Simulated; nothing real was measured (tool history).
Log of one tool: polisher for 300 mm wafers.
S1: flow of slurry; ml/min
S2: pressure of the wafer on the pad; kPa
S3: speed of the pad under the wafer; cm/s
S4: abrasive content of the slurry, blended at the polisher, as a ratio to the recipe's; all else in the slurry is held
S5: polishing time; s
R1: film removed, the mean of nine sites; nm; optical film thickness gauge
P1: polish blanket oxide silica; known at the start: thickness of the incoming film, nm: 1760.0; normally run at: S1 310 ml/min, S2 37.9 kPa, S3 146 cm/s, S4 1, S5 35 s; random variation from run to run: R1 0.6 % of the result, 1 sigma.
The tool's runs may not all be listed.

run 1 hour=6.2 | S1=310 S2=37.9 S3=146 S4=1 S5=35 | R1=154.51
run 2 hour=14.8 | S1=465 S2=37.9 S3=146 S4=1 S5=35 | R1=158.6
run 3 hour=21.1 | S1=310 S2=37.9 S3=146 S4=1 S5=35 | R1=152.19
run 4 hour=27.5 | S1=310 S2=37.9 S3=146 S4=1.25 S5=35 | R1=171.42
run 5 hour=37.2 | S1=310 S2=55.2 S3=146 S4=1 S5=35 | R1=222.48
run 6 hour=44.4 | S1=310 S2=20 S3=146 S4=1 S5=35 | R1=80.749
run 7 hour=52.7 | S1=185 S2=37.9 S3=188 S4=1 S5=35 | R1=178.49
run 8 hour=61 | S1=310 S2=37.9 S3=146 S4=1 S5=22 | R1=96.688
run 9 hour=65.9 | S1=310 S2=37.9 S3=146 S4=0.5 S5=35 | R1=105.2
run 10 hour=72.5 | S1=310 S2=37.9 S3=104 S4=1 S5=35 | R1=116.83
run 11 hour=79.5 | S1=310 S2=37.9 S3=230 S4=1 S5=35 | R1=221.17
run 12 hour=85 | S1=185 S2=37.9 S3=146 S4=1 S5=35 | R1=145.3
run 13 hour=92.6 | S1=310 S2=37.9 S3=146 S4=1 S5=35 | R1=154.82
run 14 hour=101.3 | S1=310 S2=37.9 S3=146 S4=1 S5=47 | R1=206.15
run 15 hour=110.7 | S1=310 S2=37.9 S3=146 S4=1 S5=35 | R1=152.67
run 16 hour=116 | S1=310 S2=37.9 S3=146 S4=1 S5=35 | R1=153.2
run 17 hour=122.8 | S1=310 S2=37.9 S3=146 S4=1 S5=35 | R1=147.24
run 18 hour=128 | S1=310 S2=37.9 S3=146 S4=1 S5=35 | R1=142.96
run 19 hour=134.6 | S1=310 S2=37.9 S3=146 S4=1 S5=35 | R1=139.42

The next listed run, before its measurement:
run 20 hour=142.2 | S1=310 S2=37.9 S3=146 S4=1 S5=35 | R1=?

{"run 20": {"R1": 136.22}}

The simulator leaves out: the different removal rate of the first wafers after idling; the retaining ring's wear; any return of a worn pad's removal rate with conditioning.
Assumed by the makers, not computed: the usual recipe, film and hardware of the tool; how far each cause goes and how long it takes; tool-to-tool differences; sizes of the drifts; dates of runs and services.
